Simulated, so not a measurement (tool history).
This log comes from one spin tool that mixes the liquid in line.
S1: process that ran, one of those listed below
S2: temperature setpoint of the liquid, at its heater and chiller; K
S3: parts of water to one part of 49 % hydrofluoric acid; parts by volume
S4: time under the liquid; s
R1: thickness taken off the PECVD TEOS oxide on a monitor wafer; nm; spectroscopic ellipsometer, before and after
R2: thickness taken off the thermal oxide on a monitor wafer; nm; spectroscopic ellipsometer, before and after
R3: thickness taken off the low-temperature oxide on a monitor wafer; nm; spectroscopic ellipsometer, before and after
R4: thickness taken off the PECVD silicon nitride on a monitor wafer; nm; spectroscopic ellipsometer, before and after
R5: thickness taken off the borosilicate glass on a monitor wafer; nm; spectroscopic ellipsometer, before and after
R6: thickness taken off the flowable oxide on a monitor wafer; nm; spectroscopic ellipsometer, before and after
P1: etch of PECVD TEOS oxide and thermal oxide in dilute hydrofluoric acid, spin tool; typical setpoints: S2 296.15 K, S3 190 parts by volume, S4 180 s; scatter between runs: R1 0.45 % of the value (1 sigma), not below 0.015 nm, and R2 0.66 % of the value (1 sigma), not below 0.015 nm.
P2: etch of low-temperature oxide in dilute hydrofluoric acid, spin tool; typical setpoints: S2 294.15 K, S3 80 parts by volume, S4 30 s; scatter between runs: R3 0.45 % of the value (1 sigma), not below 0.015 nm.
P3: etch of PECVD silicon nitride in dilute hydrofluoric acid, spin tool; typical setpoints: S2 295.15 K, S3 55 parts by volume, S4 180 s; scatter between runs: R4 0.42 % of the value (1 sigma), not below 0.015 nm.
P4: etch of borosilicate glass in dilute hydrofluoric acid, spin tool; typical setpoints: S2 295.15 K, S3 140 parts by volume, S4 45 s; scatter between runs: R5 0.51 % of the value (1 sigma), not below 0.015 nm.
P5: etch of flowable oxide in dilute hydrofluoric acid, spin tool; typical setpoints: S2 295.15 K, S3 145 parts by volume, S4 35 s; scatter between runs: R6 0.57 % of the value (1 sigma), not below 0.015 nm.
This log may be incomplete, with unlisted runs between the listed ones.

| run | hour | S1 | S2 | S3 | S4 | R1 | R2 | R3 | R4 | R5 | R6 |
|---|---|---|---|---|---|---|---|---|---|---|---|
| 1 | 11.1 | P1 | 296.15 | 190 | 180 | 9.2205 | 4.0197 |  |  |  |  |
| 2 | 20.3 | P1 | 296.15 | 190 | 180 | 9.2224 | 4.0259 |  |  |  |  |
| 3 | 37 | P2 | 294.15 | 80 | 60 |  |  | 24.214 |  |  |  |
| 4 | 45.7 | P3 | 295.15 | 55 | 275 |  |  |  | 23.453 |  |  |
| 5 | 62.9 | P1 | 296.15 | 190 | 180 | 9.2793 | 3.9864 |  |  |  |  |
| 6 | 79.2 | P2 | 294.15 | 80 | 30 |  |  | 12.078 |  |  |  |
| 7 | 91.5 | P3 | 301.65 | 55 | 180 |  |  |  | 23.784 |  |  |
| 8 | 103.4 | P2 | 294.15 | 80 | 30 |  |  | 12.161 |  |  |  |
| 9 | 116 | P1 | 296.15 | 75 | 180 | 26.819 | 11.622 |  |  |  |  |
| 10 | 133 | P2 | 300.65 | 80 | 30 |  |  | 15.727 |  |  |  |
| 11 | 144.4 | P3 | 295.15 | 55 | 180 |  |  |  | 15.386 |  |  |
| 12 | 153.9 | P1 | 296.15 | 190 | 180 | 9.3034 | 4.0343 |  |  |  |  |
| 13 | 163 | P1 | 296.15 | 260 | 180 | 6.2624 | 2.7291 |  |  |  |  |
| 14 | 171.5 | P4 | 295.15 | 140 | 45 |  |  |  |  | 12.346 |  |
| 15 | 187.1 | P5 | 295.15 | 145 | 20 |  |  |  |  |  | 5.8468 |
| 16 | 201.2 | P1 | 303.65 | 190 | 180 | 12.082 | 5.2735 |  |  |  |  |
| 17 | 218 | P1 | 291.65 | 190 | 180 | 7.7808 | 3.352 |  |  |  |  |
| 18 | 229.7 | P4 | 295.15 | 140 | 70 |  |  |  |  | 19.245 |  |
| 19 | 244.2 | P4 | 295.15 | 40 | 45 |  |  |  |  | 49.401 |  |
| 20 | 254 | P2 | 294.15 | 50 | 30 |  |  | 20.197 |  |  |  |
| 21 | 270.7 | P5 | 295.15 | 40 | 35 |  |  |  |  |  | 41.981 |
| 22 | 280.4 | P1 | 291.15 | 190 | 45 | 1.8799 | 0.8438 |  |  |  |  |
| 23 | 289 | P5 | 295.15 | 145 | 35 |  |  |  |  |  | 10.322 |
| 24 | 305 | P4 | 291.15 | 140 | 45 |  |  |  |  | 10.587 |  |
| 25 | 318.2 | P1 | 296.15 | 190 | 300 | 15.453 | 6.6881 |  |  |  |  |
| 26 | 332.7 | P1 | 296.15 | 190 | 95 | 4.8454 | 2.1403 |  |  |  |  |
| 27 | 345.5 | P5 | 301.65 | 145 | 35 |  |  |  |  |  | 13.2 |
| 28 | 356.2 | P1 | 296.15 | 190 | 180 | 9.2619 | 4.0357 |  |  |  |  |
| 29 | 366 | P1 | 296.15 | 190 | 180 | 9.2396 | 4.0133 |  |  |  |  |
| 30 | 383.2 | P1 | 296.15 | 190 | 180 | 9.3005 | 4.0146 |  |  |  |  |
| 31 | 401.1 | P1 | 302.65 | 290 | 180 | 6.8566 | 2.9985 |  |  |  |  |
| 32 | 417 | P3 | 295.15 | 55 | 180 |  |  |  | 15.283 |  |  |
| 33 | 430.1 | P3 | 295.15 | 80 | 180 |  |  |  | 10.615 |  |  |
| 34 | 441.1 | P1 | 296.15 | 190 | 180 | 9.2475 | 4.0277 |  |  |  |  |
| 35 | 453.3 | P1 | 296.15 | 190 | 180 | 9.4591 | 4.1318 |  |  |  |  |
| 36 | 469.4 | P1 | 296.15 | 190 | 180 | 9.6792 | 4.2328 |  |  |  |  |
| 37 | 481.1 | P1 | 296.15 | 190 | 180 | 9.7164 | 4.1703 |  |  |  |  |
| 38 | 497.6 | P1 | 296.15 | 190 | 180 | 9.6762 | 4.2255 |  |  |  |  |
| 39 | 505.5 | P1 | 296.15 | 190 | 180 | 9.8769 | 4.2596 |  |  |  |  |
| 40 | 516 | P1 | 296.15 | 190 | 180 | 9.7571 | 4.2746 |  |  |  |  |
| 41 | 530.2 | P1 | 296.15 | 190 | 180 | 9.7572 | 4.3336 |  |  |  |  |
| 42 | 538.7 | P1 | 296.15 | 190 | 180 | 9.8485 | 4.2374 |  |  |  |  |

P1 no longer gives what it gave before; its output has crept away from where it was. The following 2 causes, each at its listed size, fit the log equally well:
A: liquid hotter than its thermometer reads (K) = 1.58
B: hydrofluoric acid flow above the setpoint (%) = 5.03
The gradual shift began around hour 441.1.

Below are 4 check runs, each on a single wafer, with their results shown as question marks. Which of them would tell the listed causes apart, meaning the causes would give clearly different results under it?
| check 1 | 547.2 | P3 | 295.15 | 55 | 270 |  |  |  | ? |  |  |
| check 2 | 547.2 | P5 | 301.65 | 145 | 35 |  |  |  |  |  | ? |
| check 3 | 547.2 | P4 | 295.15 | 65 | 60 |  |  |  |  | ? |  |
| check 4 | 547.2 | P2 | 297.15 | 80 | 30 |  |  | ? |  |  |  |

Expected result of each check under each candidate cause:
| check | result | if A | if B |
|---|---|---|---|
| check 1 | R4 | 25.649 | 24.17 |
| check 2 | R6 | 13.83 | 13.837 |
| check 3 | R5 | 41.477 | 40.982 |
| check 4 | R3 | 14.596 | 14.463 |
Smallest distance between any two causes, each pair judged by its most separating result, in per cent: check 1 5.94 %; check 2 0.05 %; check 3 1.2 %; check 4 0.92 %
Only in check 1 would the causes give clearly different results; in the remaining checks their results would be nearly the same.

The results of check 1 are: R4 23.951 nm. Based on these, which of the listed causes is it?

It was cause B: hydrofluoric acid flow above the setpoint (%).

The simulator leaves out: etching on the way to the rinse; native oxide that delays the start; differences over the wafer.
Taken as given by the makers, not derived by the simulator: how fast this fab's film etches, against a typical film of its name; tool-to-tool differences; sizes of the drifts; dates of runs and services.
